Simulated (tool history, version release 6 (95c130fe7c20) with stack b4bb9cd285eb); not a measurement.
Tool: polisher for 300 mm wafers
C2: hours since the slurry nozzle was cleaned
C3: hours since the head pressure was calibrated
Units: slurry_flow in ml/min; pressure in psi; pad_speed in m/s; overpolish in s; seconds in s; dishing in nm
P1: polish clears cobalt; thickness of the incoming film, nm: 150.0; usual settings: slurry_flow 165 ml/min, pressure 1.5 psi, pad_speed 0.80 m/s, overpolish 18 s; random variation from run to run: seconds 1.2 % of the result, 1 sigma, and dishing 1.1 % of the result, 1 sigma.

{"run": 1, "day": 0.3, "slurry_flow": 165, "pressure": 1.5, "pad_speed": 0.8, "overpolish": 18, "wafers polished on this pad": 306, "C2": 111.4, "C3": 110.5, "seconds": 50.718, "dishing": 26.647}
{"run": 2, "day": 0.608, "slurry_flow": 165, "pressure": 1.5, "pad_speed": 0.4, "overpolish": 9, "wafers polished on this pad": 397, "C2": 118.8, "C3": 117.9, "seconds": 105.26, "dishing": 10.717}
{"run": 3, "day": 0.808, "slurry_flow": 100, "pressure": 1.5, "pad_speed": 0.8, "overpolish": 18, "wafers polished on this pad": 455, "C2": 123.6, "C3": 122.7, "seconds": 56.052, "dishing": 25.342}
{"day": 0.975, "done": "slurry nozzle cleaned"}
{"run": 4, "day": 1.017, "slurry_flow": 250, "pressure": 1.5, "pad_speed": 0.8, "overpolish": 9, "wafers polished on this pad": 517, "C2": 1.1, "C3": 127.7, "seconds": 48.919, "dishing": 18.893}
{"run": 5, "day": 1.246, "slurry_flow": 165, "pressure": 2.1, "pad_speed": 0.8, "overpolish": 18, "wafers polished on this pad": 584, "C2": 6.6, "C3": 133.2, "seconds": 37.127, "dishing": 30.033}
{"run": 6, "day": 1.625, "slurry_flow": 165, "pressure": 1.5, "pad_speed": 0.8, "overpolish": 34, "wafers polished on this pad": 696, "C2": 15.7, "C3": 142.3, "seconds": 51.518, "dishing": 32.122}
{"run": 7, "day": 1.925, "slurry_flow": 235, "pressure": 1.5, "pad_speed": 0.8, "overpolish": 18, "wafers polished on this pad": 784, "C2": 22.9, "C3": 149.5, "seconds": 50.439, "dishing": 26.847}
{"run": 8, "day": 2.217, "slurry_flow": 165, "pressure": 1.5, "pad_speed": 0.44, "overpolish": 18, "wafers polished on this pad": 870, "C2": 29.9, "C3": 156.5, "seconds": 93.394, "dishing": 19.331}
{"run": 9, "day": 2.567, "slurry_flow": 165, "pressure": 1.5, "pad_speed": 1.12, "overpolish": 18, "wafers polished on this pad": 973, "C2": 38.3, "C3": 164.9, "seconds": 36.004, "dishing": 29.145}
{"run": 10, "day": 2.917, "slurry_flow": 165, "pressure": 1.5, "pad_speed": 0.8, "overpolish": 18, "wafers polished on this pad": 1075, "C2": 46.7, "C3": 173.3, "seconds": 52.163, "dishing": 26.932}
{"run": 11, "day": 3.283, "slurry_flow": 165, "pressure": 1.5, "pad_speed": 0.8, "overpolish": 18, "wafers polished on this pad": 1183, "C2": 55.5, "C3": 182.1, "seconds": 51.389, "dishing": 26.896}
{"run": 12, "day": 3.596, "slurry_flow": 165, "pressure": 1.5, "pad_speed": 0.8, "overpolish": 5, "wafers polished on this pad": 1275, "C2": 63.0, "C3": 189.6, "seconds": 52.132, "dishing": 11.491}
{"run": 13, "day": 3.812, "slurry_flow": 165, "pressure": 1.5, "pad_speed": 0.8, "overpolish": 18, "wafers polished on this pad": 1339, "C2": 68.2, "C3": 194.8, "seconds": 52.533, "dishing": 27.209}
{"run": 14, "day": 4.208, "slurry_flow": 165, "pressure": 1.5, "pad_speed": 0.8, "overpolish": 18, "wafers polished on this pad": 1455, "C2": 77.7, "C3": 204.3, "seconds": 52.471, "dishing": 26.741}
{"run": 15, "day": 4.583, "slurry_flow": 165, "pressure": 0.9, "pad_speed": 0.8, "overpolish": 18, "wafers polished on this pad": 1566, "C2": 86.7, "C3": 213.3, "seconds": 85.932, "dishing": 20.339}
{"run": 16, "day": 4.975, "slurry_flow": 165, "pressure": 1.5, "pad_speed": 0.8, "overpolish": 18, "wafers polished on this pad": 1681, "C2": 96.1, "C3": 222.7, "seconds": 52.333, "dishing": 26.292}
{"run": 17, "day": 5.371, "slurry_flow": 165, "pressure": 1.5, "pad_speed": 0.8, "overpolish": 18, "wafers polished on this pad": 1797, "C2": 105.6, "C3": 232.2, "seconds": 53.004, "dishing": 26.121}
{"run": 18, "day": 5.767, "slurry_flow": 165, "pressure": 1.5, "pad_speed": 0.8, "overpolish": 18, "wafers polished on this pad": 1914, "C2": 115.1, "C3": 241.7, "seconds": 54.115, "dishing": 25.648}
{"run": 19, "day": 5.95, "slurry_flow": 165, "pressure": 1.5, "pad_speed": 0.8, "overpolish": 18, "wafers polished on this pad": 1968, "C2": 119.5, "C3": 246.1, "seconds": 54.821, "dishing": 25.536}
{"run": 20, "day": 6.25, "slurry_flow": 165, "pressure": 1.5, "pad_speed": 0.8, "overpolish": 18, "wafers polished on this pad": 2056, "C2": 126.7, "C3": 253.3, "seconds": 56.284, "dishing": 25.681}
{"run": 21, "day": 6.483, "slurry_flow": 165, "pressure": 1.5, "pad_speed": 0.8, "overpolish": 18, "wafers polished on this pad": 2124, "C2": 132.3, "C3": 258.9, "seconds": 56.944, "dishing": 25.16}
{"day": 6.517, "done": "head pressure recalibrated"}
{"run": 22, "day": 6.671, "slurry_flow": 165, "pressure": 1.5, "pad_speed": 0.8, "overpolish": 18, "wafers polished on this pad": 2180, "C2": 136.8, "C3": 3.8, "seconds": 56.978, "dishing": 25.728}
{"run": 23, "day": 7.067, "slurry_flow": 165, "pressure": 1.5, "pad_speed": 0.8, "overpolish": 18, "wafers polished on this pad": 2296, "C2": 146.3, "C3": 13.3, "seconds": 56.577, "dishing": 25.615}
{"run": 24, "day": 7.304, "slurry_flow": 165, "pressure": 1.5, "pad_speed": 0.8, "overpolish": 18, "wafers polished on this pad": 2366, "C2": 152.0, "C3": 19.0, "seconds": 56.252, "dishing": 25.779}
{"run": 25, "day": 7.608, "slurry_flow": 165, "pressure": 1.5, "pad_speed": 0.8, "overpolish": 18, "wafers polished on this pad": 2455, "C2": 159.3, "C3": 26.3, "seconds": 56.75, "dishing": 25.371}

What P1 gives has crept away from where it was. These 2 causes fit the log equally well, each at the size given:
A: removal rate lost through wear of the pad, % = 9.43
B: slurry flow missing at the pad, % = 39.1
The creep began at about day 4.975.
Why every other cause is out:
head's pressure below its setpoint, %: serviced at day 6.517, which brought nothing back

4 check runs are offered, each on 3 wafers whose results are averaged, their results left as question marks. Which one tells the causes apart?
{"run": "check 1", "day": 7.912, "slurry_flow": 165, "pressure": 1.5, "pad_speed": 0.58, "overpolish": 6, "seconds": "?", "dishing": "?"}
{"run": "check 2", "day": 7.912, "slurry_flow": 165, "pressure": 1.5, "pad_speed": 0.52, "overpolish": 9, "seconds": "?", "dishing": "?"}
{"run": "check 3", "day": 7.912, "slurry_flow": 100, "pressure": 1.5, "pad_speed": 0.8, "overpolish": 9, "seconds": "?", "dishing": "?"}
{"run": "check 4", "day": 7.912, "slurry_flow": 165, "pressure": 1.5, "pad_speed": 1.04, "overpolish": 18, "seconds": "?", "dishing": "?"}

What each check would give under each cause:
check=check_1 result=seconds if_A=78.853 if_B=78.839
check=check_1 result=dishing if_A=9.6546 if_B=9.6561
check=check_2 result=seconds if_A=87.952 if_B=87.936
check=check_2 result=dishing if_A=12.3170 if_B=12.3190
check=check_3 result=seconds if_A=63.185 if_B=66.713
check=check_3 result=dishing if_A=15.7720 if_B=15.1630
check=check_4 result=seconds if_A=43.976 if_B=43.968
check=check_4 result=dishing if_A=28.1430 if_B=28.1450
How far apart the two closest causes lie, in the result that separates them most: check 1 0.02 %; check 2 0.02 %; check 3 5.43 %; check 4 0.02 %
Check 3 tells the causes apart: in the others they would give nearly the same result.

Check 3 was then run and gave: seconds 67.625 s; dishing 15.0440 nm. Which cause is it?

It is B: slurry flow missing at the pad, %.
